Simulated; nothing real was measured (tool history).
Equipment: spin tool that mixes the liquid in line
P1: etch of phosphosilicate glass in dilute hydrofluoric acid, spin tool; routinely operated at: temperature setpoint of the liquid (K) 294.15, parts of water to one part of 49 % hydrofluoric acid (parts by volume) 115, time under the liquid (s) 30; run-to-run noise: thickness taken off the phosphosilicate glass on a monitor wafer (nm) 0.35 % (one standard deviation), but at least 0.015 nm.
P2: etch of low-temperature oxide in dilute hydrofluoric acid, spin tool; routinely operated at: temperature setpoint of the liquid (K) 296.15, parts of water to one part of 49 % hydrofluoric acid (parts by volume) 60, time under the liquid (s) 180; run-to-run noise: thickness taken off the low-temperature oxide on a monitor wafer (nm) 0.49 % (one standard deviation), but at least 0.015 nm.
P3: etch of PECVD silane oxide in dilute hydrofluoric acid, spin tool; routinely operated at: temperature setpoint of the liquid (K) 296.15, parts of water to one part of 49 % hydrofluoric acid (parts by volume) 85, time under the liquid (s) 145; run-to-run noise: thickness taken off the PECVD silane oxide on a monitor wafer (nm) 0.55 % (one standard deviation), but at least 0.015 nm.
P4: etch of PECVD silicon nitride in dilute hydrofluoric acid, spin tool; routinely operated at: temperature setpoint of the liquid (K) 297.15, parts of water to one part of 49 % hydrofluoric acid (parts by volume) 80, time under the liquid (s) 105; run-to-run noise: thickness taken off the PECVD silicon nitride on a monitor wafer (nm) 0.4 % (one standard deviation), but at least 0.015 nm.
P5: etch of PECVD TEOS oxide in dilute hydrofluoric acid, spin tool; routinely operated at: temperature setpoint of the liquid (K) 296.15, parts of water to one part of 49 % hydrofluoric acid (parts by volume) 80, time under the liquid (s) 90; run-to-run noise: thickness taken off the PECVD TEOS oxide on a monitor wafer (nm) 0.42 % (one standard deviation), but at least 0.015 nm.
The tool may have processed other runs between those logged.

run,day,process that ran,temperature setpoint of the liquid (K),parts of water to one part of 49 % hydrofluoric acid (parts by volume),time under the liquid (s),hours since the thermometer was replaced,hours since the hydrofluoric acid flow meter was replaced,thickness taken off the phosphosilicate glass on a monitor wafer (nm),thickness taken off the PECVD silane oxide on a monitor wafer (nm),thickness taken off the PECVD silicon nitride on a monitor wafer (nm),thickness taken off the PECVD TEOS oxide on a monitor wafer (nm),thickness taken off the low-temperature oxide on a monitor wafer (nm)
1,0.75,P1,294.15,115,30,919.9,977.5,15.967,,,,
2,1.438,P3,296.15,85,55,936.4,994,,11.421,,,
3,2.188,P1,290.15,165,30,954.4,1012,8.9573,,,,
# day 2.762: thermometer replaced
4,2.912,P4,297.15,80,105,3.6,1029.4,,,6.0919,,
5,3.554,P5,291.15,80,90,19,1044.8,,,,8.1999,
6,3.95,P1,294.15,115,30,28.5,1054.3,15.929,,,,
7,4.671,P1,294.15,180,30,45.8,1071.6,9.5425,,,,
8,5.388,P3,302.65,85,145,63,1088.8,,39.02,,,
9,6.042,P2,296.15,85,180,78.7,1104.5,,,,,21.806
10,6.408,P4,304.65,80,105,87.5,1113.3,,,9.9715,,
11,6.762,P1,290.15,115,30,96,1121.8,13.512,,,,
12,7.5,P2,296.15,60,180,113.7,1139.5,,,,,31.841
13,8.05,P2,296.15,60,180,126.9,1152.7,,,,,31.659
14,8.404,P4,297.15,20,105,135.4,1161.2,,,23.417,,
15,9.012,P1,299.15,115,30,150,1175.8,19.56,,,,
16,9.379,P1,294.15,115,30,158.8,1184.6,16.037,,,,
17,10.062,P5,296.15,135,90,175.2,1201,,,,5.6769,
18,10.662,P3,296.15,85,145,189.6,1215.4,,30.025,,,
19,11.108,P2,303.65,60,180,200.3,1226.1,,,,,43.2
20,11.758,P4,297.15,80,105,215.9,1241.7,,,6.1711,,
21,12.15,P1,294.15,25,15,225.3,1251.1,41.033,,,,
22,12.767,P2,296.15,60,260,240.1,1265.9,,,,,46.148
23,13.4,P1,294.15,115,50,255.3,1281.1,26.562,,,,
24,13.754,P3,296.15,145,145,263.8,1289.6,,16.481,,,
25,14.279,P1,294.15,115,30,276.4,1302.2,16.006,,,,
26,14.662,P1,294.15,70,60,285.6,1311.4,55.389,,,,
27,15.3,P5,296.15,80,90,300.9,1326.7,,,,10.2,
28,15.675,P1,294.15,40,30,309.9,1335.7,50.098,,,,
29,16.429,P5,296.15,80,180,328,1353.8,,,,20.434,
30,17.033,P1,294.15,115,15,342.5,1368.3,7.9948,,,,
31,17.758,P4,297.15,80,50,359.9,1385.7,,,2.9121,,
32,18.467,P3,296.15,85,145,376.9,1402.7,,29.899,,,
33,18.921,P1,294.15,115,30,387.8,1413.6,15.871,,,,
34,19.546,P1,294.15,115,30,402.8,1428.6,15.5,,,,
35,20.262,P1,294.15,115,30,420,1445.8,15.252,,,,
36,20.767,P1,294.15,115,30,432.1,1457.9,15.135,,,,

What does the tool deliver on the next run?
37,21.317,P1,294.15,115,30,445.3,1471.1,?,,,,

Run 37 produced thickness taken off the phosphosilicate glass on a monitor wafer (nm) 15.14.
